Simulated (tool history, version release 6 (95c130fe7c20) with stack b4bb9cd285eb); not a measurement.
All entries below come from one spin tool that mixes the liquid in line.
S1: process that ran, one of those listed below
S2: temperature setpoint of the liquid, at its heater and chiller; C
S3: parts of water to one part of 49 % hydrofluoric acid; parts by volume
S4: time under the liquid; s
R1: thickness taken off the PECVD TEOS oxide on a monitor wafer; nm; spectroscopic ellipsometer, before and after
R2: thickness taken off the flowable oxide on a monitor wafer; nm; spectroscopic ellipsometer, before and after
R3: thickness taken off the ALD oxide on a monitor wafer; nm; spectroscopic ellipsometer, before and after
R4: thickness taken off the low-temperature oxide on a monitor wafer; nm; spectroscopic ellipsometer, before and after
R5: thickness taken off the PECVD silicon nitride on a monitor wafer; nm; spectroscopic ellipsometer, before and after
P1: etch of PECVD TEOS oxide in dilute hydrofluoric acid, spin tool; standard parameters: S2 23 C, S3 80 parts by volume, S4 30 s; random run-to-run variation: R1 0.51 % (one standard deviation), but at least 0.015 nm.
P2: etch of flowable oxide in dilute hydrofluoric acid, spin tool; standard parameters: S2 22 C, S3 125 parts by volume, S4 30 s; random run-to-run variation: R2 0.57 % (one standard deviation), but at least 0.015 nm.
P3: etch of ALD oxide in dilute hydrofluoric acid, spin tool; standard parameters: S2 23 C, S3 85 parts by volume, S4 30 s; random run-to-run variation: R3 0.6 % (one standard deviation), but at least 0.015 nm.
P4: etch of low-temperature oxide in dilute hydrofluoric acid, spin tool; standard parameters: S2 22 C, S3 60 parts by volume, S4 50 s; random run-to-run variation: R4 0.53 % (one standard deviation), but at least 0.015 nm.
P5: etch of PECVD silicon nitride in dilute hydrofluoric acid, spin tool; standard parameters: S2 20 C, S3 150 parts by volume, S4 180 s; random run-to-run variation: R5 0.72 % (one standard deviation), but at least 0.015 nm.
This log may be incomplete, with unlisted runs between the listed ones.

Run 1, day 0.096: S1 P1, S2 23 C, S3 80 parts by volume, S4 30 s. Result: R1 5.9328 nm.
Run 2, day 0.188: S1 P2, S2 25.5 C, S3 125 parts by volume, S4 30 s. Result: R2 10.606 nm.
Run 3, day 0.3: S1 P2, S2 22 C, S3 125 parts by volume, S4 30 s. Result: R2 9.351 nm.
Run 4, day 0.392: S1 P1, S2 23 C, S3 140 parts by volume, S4 30 s. Result: R1 3.1733 nm.
Run 5, day 0.521: S1 P3, S2 23 C, S3 85 parts by volume, S4 30 s. Result: R3 6.0166 nm.
Run 6, day 0.629: S1 P4, S2 18.5 C, S3 60 parts by volume, S4 50 s. Result: R4 8.4997 nm.
Run 7, day 0.779: S1 P1, S2 23 C, S3 80 parts by volume, S4 30 s. Result: R1 5.9401 nm.
Run 8, day 0.904: S1 P4, S2 22 C, S3 60 parts by volume, S4 50 s. Result: R4 9.8854 nm.
Run 9, day 1.058: S1 P1, S2 18.5 C, S3 80 parts by volume, S4 45 s. Result: R1 7.3451 nm.
Run 10, day 1.154: S1 P5, S2 20 C, S3 150 parts by volume, S4 325 s. Result: R5 5.8405 nm.
Run 11, day 1.338: S1 P4, S2 22 C, S3 60 parts by volume, S4 95 s. Result: R4 18.655 nm.
Run 12, day 1.471: S1 P2, S2 22 C, S3 220 parts by volume, S4 30 s. Result: R2 4.7968 nm.
Run 13, day 1.608: S1 P5, S2 17 C, S3 150 parts by volume, S4 180 s. Result: R5 2.6011 nm.
Run 14, day 1.742: S1 P3, S2 23 C, S3 25 parts by volume, S4 30 s. Result: R3 22.413 nm.
Run 15, day 1.854: S1 P1, S2 23 C, S3 105 parts by volume, S4 15 s. Result: R1 2.1775 nm.
Run 16, day 2.017: S1 P5, S2 20 C, S3 70 parts by volume, S4 180 s. Result: R5 6.7869 nm.
Run 17, day 2.192: S1 P1, S2 23 C, S3 80 parts by volume, S4 30 s. Result: R1 5.9068 nm.
Run 18, day 2.354: S1 P1, S2 23 C, S3 80 parts by volume, S4 15 s. Result: R1 3.0071 nm.
Run 19, day 2.512: S1 P5, S2 20 C, S3 150 parts by volume, S4 180 s. Result: R5 3.2587 nm.
Run 20, day 2.633: S1 P1, S2 17 C, S3 80 parts by volume, S4 30 s. Result: R1 4.6748 nm.
Run 21, day 2.821: S1 P3, S2 23 C, S3 85 parts by volume, S4 50 s. Result: R3 10.192 nm.
Run 22, day 2.946: S1 P1, S2 23 C, S3 80 parts by volume, S4 30 s. Result: R1 5.9509 nm.
Run 23, day 3.05: S1 P2, S2 22 C, S3 125 parts by volume, S4 60 s. Result: R2 18.596 nm.
Run 24, day 3.171: S1 P4, S2 22 C, S3 60 parts by volume, S4 50 s. Result: R4 9.793 nm.
Run 25, day 3.308: S1 P1, S2 23 C, S3 80 parts by volume, S4 45 s. Result: R1 8.8317 nm.
Run 26, day 3.442: S1 P1, S2 23 C, S3 50 parts by volume, S4 30 s. Result: R1 9.7837 nm.
Run 27, day 3.529: S1 P1, S2 27.5 C, S3 80 parts by volume, S4 30 s. Result: R1 7.0737 nm.
Run 28, day 3.629: S1 P1, S2 27 C, S3 80 parts by volume, S4 50 s. Result: R1 11.575 nm.
Run 29, day 3.783: S1 P4, S2 22 C, S3 90 parts by volume, S4 50 s. Result: R4 6.3151 nm.
Run 30, day 3.967: S1 P1, S2 23 C, S3 80 parts by volume, S4 30 s. Result: R1 5.8976 nm.
Run 31, day 4.067: S1 P3, S2 27 C, S3 85 parts by volume, S4 30 s. Result: R3 7.1234 nm.
Run 32, day 4.254: S1 P5, S2 20 C, S3 150 parts by volume, S4 180 s. Result: R5 3.2002 nm.
Run 33, day 4.342: S1 P1, S2 23 C, S3 80 parts by volume, S4 30 s. Result: R1 5.8984 nm.
Run 34, day 4.508: S1 P1, S2 23 C, S3 80 parts by volume, S4 30 s. Result: R1 6.1216 nm.

What will run 35 give?
Run 35, day 4.692: S1 P1, S2 23 C, S3 80 parts by volume, S4 30 s. Result: R1 ?.

R1: 6.2067 nm
